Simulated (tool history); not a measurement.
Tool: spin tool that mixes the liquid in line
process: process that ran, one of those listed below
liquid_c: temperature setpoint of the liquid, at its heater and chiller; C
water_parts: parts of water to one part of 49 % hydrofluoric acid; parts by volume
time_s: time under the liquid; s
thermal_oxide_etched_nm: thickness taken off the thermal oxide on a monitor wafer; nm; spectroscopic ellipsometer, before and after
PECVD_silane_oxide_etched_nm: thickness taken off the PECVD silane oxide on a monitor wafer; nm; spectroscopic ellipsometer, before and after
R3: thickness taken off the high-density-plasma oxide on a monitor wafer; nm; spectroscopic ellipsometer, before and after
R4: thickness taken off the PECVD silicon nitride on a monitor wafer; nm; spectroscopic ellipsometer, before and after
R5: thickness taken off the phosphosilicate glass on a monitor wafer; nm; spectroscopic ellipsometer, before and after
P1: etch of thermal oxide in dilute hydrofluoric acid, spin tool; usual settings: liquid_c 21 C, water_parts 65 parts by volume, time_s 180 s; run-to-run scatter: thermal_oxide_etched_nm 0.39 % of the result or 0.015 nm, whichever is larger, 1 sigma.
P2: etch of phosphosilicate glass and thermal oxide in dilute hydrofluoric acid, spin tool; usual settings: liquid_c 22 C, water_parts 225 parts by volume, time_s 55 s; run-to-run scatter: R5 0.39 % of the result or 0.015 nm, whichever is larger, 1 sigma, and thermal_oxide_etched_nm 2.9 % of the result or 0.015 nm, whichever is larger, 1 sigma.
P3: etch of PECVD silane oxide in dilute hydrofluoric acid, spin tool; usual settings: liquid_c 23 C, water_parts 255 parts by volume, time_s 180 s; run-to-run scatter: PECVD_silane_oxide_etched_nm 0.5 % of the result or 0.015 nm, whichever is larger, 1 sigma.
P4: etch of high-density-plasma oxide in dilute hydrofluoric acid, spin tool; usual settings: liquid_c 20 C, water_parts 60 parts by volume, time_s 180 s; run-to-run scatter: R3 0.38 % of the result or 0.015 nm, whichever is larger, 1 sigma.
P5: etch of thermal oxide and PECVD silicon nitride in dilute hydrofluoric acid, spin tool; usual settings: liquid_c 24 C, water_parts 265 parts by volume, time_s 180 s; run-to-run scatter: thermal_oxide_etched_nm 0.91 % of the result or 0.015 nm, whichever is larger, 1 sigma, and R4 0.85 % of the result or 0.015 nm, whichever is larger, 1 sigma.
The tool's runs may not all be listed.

{"run": 1, "hour": 9.0, "process": "P1", "liquid_c": 21, "water_parts": 65, "time_s": 180, "thermal_oxide_etched_nm": 11.818}
{"run": 2, "hour": 18.0, "process": "P3", "liquid_c": 23, "water_parts": 255, "time_s": 180, "PECVD_silane_oxide_etched_nm": 26.015}
{"run": 3, "hour": 29.2, "process": "P3", "liquid_c": 17.5, "water_parts": 255, "time_s": 180, "PECVD_silane_oxide_etched_nm": 21.094}
{"run": 4, "hour": 41.4, "process": "P1", "liquid_c": 21, "water_parts": 65, "time_s": 180, "thermal_oxide_etched_nm": 11.822}
{"run": 5, "hour": 51.6, "process": "P4", "liquid_c": 20, "water_parts": 100, "time_s": 180, "R3": 12.481}
{"run": 6, "hour": 62.5, "process": "P1", "liquid_c": 21, "water_parts": 65, "time_s": 15, "thermal_oxide_etched_nm": 0.99538}
{"run": 7, "hour": 72.5, "process": "P1", "liquid_c": 21, "water_parts": 35, "time_s": 25, "thermal_oxide_etched_nm": 3.1118}
{"run": 8, "hour": 77.8, "process": "P1", "liquid_c": 28.5, "water_parts": 65, "time_s": 15, "thermal_oxide_etched_nm": 1.3421}
{"run": 9, "hour": 90.0, "process": "P1", "liquid_c": 17, "water_parts": 65, "time_s": 180, "thermal_oxide_etched_nm": 9.9229}
{"run": 10, "hour": 97.9, "process": "P5", "liquid_c": 19.5, "water_parts": 265, "time_s": 180, "thermal_oxide_etched_nm": 2.4646, "R4": 2.1712}
{"run": 11, "hour": 108.5, "process": "P3", "liquid_c": 23, "water_parts": 40, "time_s": 180, "PECVD_silane_oxide_etched_nm": 211.53}
{"run": 12, "hour": 115.7, "process": "P3", "liquid_c": 23, "water_parts": 255, "time_s": 180, "PECVD_silane_oxide_etched_nm": 25.903}
{"run": 13, "hour": 121.8, "process": "P1", "liquid_c": 25.5, "water_parts": 65, "time_s": 180, "thermal_oxide_etched_nm": 14.247}
{"run": 14, "hour": 130.4, "process": "P4", "liquid_c": 20, "water_parts": 60, "time_s": 305, "R3": 36.88}
{"run": 15, "hour": 138.3, "process": "P2", "liquid_c": 22, "water_parts": 50, "time_s": 55, "thermal_oxide_etched_nm": 5.1196, "R5": 191.95}
{"run": 16, "hour": 147.2, "process": "P2", "liquid_c": 29.5, "water_parts": 225, "time_s": 55, "thermal_oxide_etched_nm": 1.2221, "R5": 45.974}
{"run": 17, "hour": 156.3, "process": "P5", "liquid_c": 24, "water_parts": 470, "time_s": 180, "thermal_oxide_etched_nm": 1.3332, "R4": 1.6639}
{"run": 18, "hour": 162.2, "process": "P4", "liquid_c": 25, "water_parts": 60, "time_s": 180, "R3": 26.461}
{"run": 19, "hour": 169.7, "process": "P1", "liquid_c": 21, "water_parts": 65, "time_s": 180, "thermal_oxide_etched_nm": 11.826}
{"run": 20, "hour": 178.4, "process": "P5", "liquid_c": 24, "water_parts": 265, "time_s": 180, "thermal_oxide_etched_nm": 2.8816, "R4": 2.9044}
{"run": 21, "hour": 184.8, "process": "P4", "liquid_c": 20, "water_parts": 60, "time_s": 180, "R3": 21.704}
{"run": 22, "hour": 192.4, "process": "P5", "liquid_c": 24, "water_parts": 265, "time_s": 330, "thermal_oxide_etched_nm": 5.3549, "R4": 5.2726}
{"run": 23, "hour": 202.6, "process": "P1", "liquid_c": 21, "water_parts": 65, "time_s": 265, "thermal_oxide_etched_nm": 17.431}
{"run": 24, "hour": 209.0, "process": "P1", "liquid_c": 21, "water_parts": 65, "time_s": 180, "thermal_oxide_etched_nm": 11.928}
{"run": 25, "hour": 217.9, "process": "P2", "liquid_c": 22, "water_parts": 225, "time_s": 55, "thermal_oxide_etched_nm": 0.8664, "R5": 35.151}
{"run": 26, "hour": 224.1, "process": "P1", "liquid_c": 21, "water_parts": 30, "time_s": 180, "thermal_oxide_etched_nm": 26.613}
{"run": 27, "hour": 232.2, "process": "P1", "liquid_c": 21, "water_parts": 65, "time_s": 180, "thermal_oxide_etched_nm": 11.853}
{"run": 28, "hour": 238.1, "process": "P1", "liquid_c": 21, "water_parts": 90, "time_s": 180, "thermal_oxide_etched_nm": 8.2629}
{"hour": 249.5, "done": "hydrofluoric acid flow meter replaced"}
{"run": 29, "hour": 249.9, "process": "P2", "liquid_c": 22, "water_parts": 225, "time_s": 15, "thermal_oxide_etched_nm": 0.23616, "R5": 9.5565}
{"run": 30, "hour": 256.6, "process": "P3", "liquid_c": 23, "water_parts": 255, "time_s": 280, "PECVD_silane_oxide_etched_nm": 40.339}
{"run": 31, "hour": 264.6, "process": "P4", "liquid_c": 20, "water_parts": 60, "time_s": 180, "R3": 21.779}
{"run": 32, "hour": 271.0, "process": "P1", "liquid_c": 21, "water_parts": 65, "time_s": 180, "thermal_oxide_etched_nm": 11.796}
{"run": 33, "hour": 278.9, "process": "P1", "liquid_c": 21, "water_parts": 65, "time_s": 180, "thermal_oxide_etched_nm": 11.776}
{"run": 34, "hour": 290.4, "process": "P1", "liquid_c": 21, "water_parts": 65, "time_s": 180, "thermal_oxide_etched_nm": 11.825}
{"run": 35, "hour": 301.6, "process": "P1", "liquid_c": 21, "water_parts": 65, "time_s": 180, "thermal_oxide_etched_nm": 12.274}
{"run": 36, "hour": 308.3, "process": "P1", "liquid_c": 21, "water_parts": 65, "time_s": 180, "thermal_oxide_etched_nm": 12.618}
{"run": 37, "hour": 319.0, "process": "P1", "liquid_c": 21, "water_parts": 65, "time_s": 180, "thermal_oxide_etched_nm": 12.802}
{"run": 38, "hour": 328.6, "process": "P1", "liquid_c": 21, "water_parts": 65, "time_s": 180, "thermal_oxide_etched_nm": 12.877}
{"run": 39, "hour": 340.8, "process": "P1", "liquid_c": 21, "water_parts": 65, "time_s": 180, "thermal_oxide_etched_nm": 13.094}
{"run": 40, "hour": 347.9, "process": "P1", "liquid_c": 21, "water_parts": 65, "time_s": 180, "thermal_oxide_etched_nm": 12.985}
{"run": 41, "hour": 356.2, "process": "P1", "liquid_c": 21, "water_parts": 65, "time_s": 180, "thermal_oxide_etched_nm": 13.108}
{"run": 42, "hour": 367.0, "process": "P1", "liquid_c": 21, "water_parts": 65, "time_s": 180, "thermal_oxide_etched_nm": 13.098}

What P1 gives has crept away from where it was. These 2 causes fit the log equally well, each at the size given:
A: hydrofluoric acid flow above the setpoint (%) = 9.73
B: liquid hotter than its thermometer reads (K) = 2.42
The creep began at about hour 290.4.

4 check runs are offered, each on 2 wafers whose results are averaged, their results left as question marks. Which one tells the causes apart?
{"run": "check 1", "hour": 377.8, "process": "P5", "liquid_c": 24, "water_parts": 265, "time_s": 270, "thermal_oxide_etched_nm": "?", "R4": "?"}
{"run": "check 2", "hour": 377.8, "process": "P3", "liquid_c": 19.5, "water_parts": 55, "time_s": 180, "PECVD_silane_oxide_etched_nm": "?"}
{"run": "check 3", "hour": 377.8, "process": "P4", "liquid_c": 24, "water_parts": 80, "time_s": 180, "R3": "?"}
{"run": "check 4", "hour": 377.8, "process": "P2", "liquid_c": 22, "water_parts": 85, "time_s": 15, "thermal_oxide_etched_nm": "?", "R5": "?"}

What each check would give under each cause:
check=check_1 result=thermal_oxide_etched_nm if_A=4.9172 if_B=4.7616
check=check_1 result=R4 if_A=4.7672 if_B=5.0404
check=check_2 result=PECVD_silane_oxide_etched_nm if_A=143.62 if_B=144.07
check=check_3 result=R3 if_A=20.768 if_B=20.653
check=check_4 result=thermal_oxide_etched_nm if_A=0.8448 if_B=0.84112
check=check_4 result=R5 if_A=32.676 if_B=32.534
How far apart the two closest causes lie, in the result that separates them most: check 1 5.57 %; check 2 0.32 %; check 3 0.55 %; check 4 0.44 %
Only check 1 tells the causes apart: in the others they would give nearly the same result.

Then check 1 was run and gave: thermal_oxide_etched_nm 4.7582 nm; R4 5.0238 nm. Which cause is it?

It is B: liquid hotter than its thermometer reads (K).
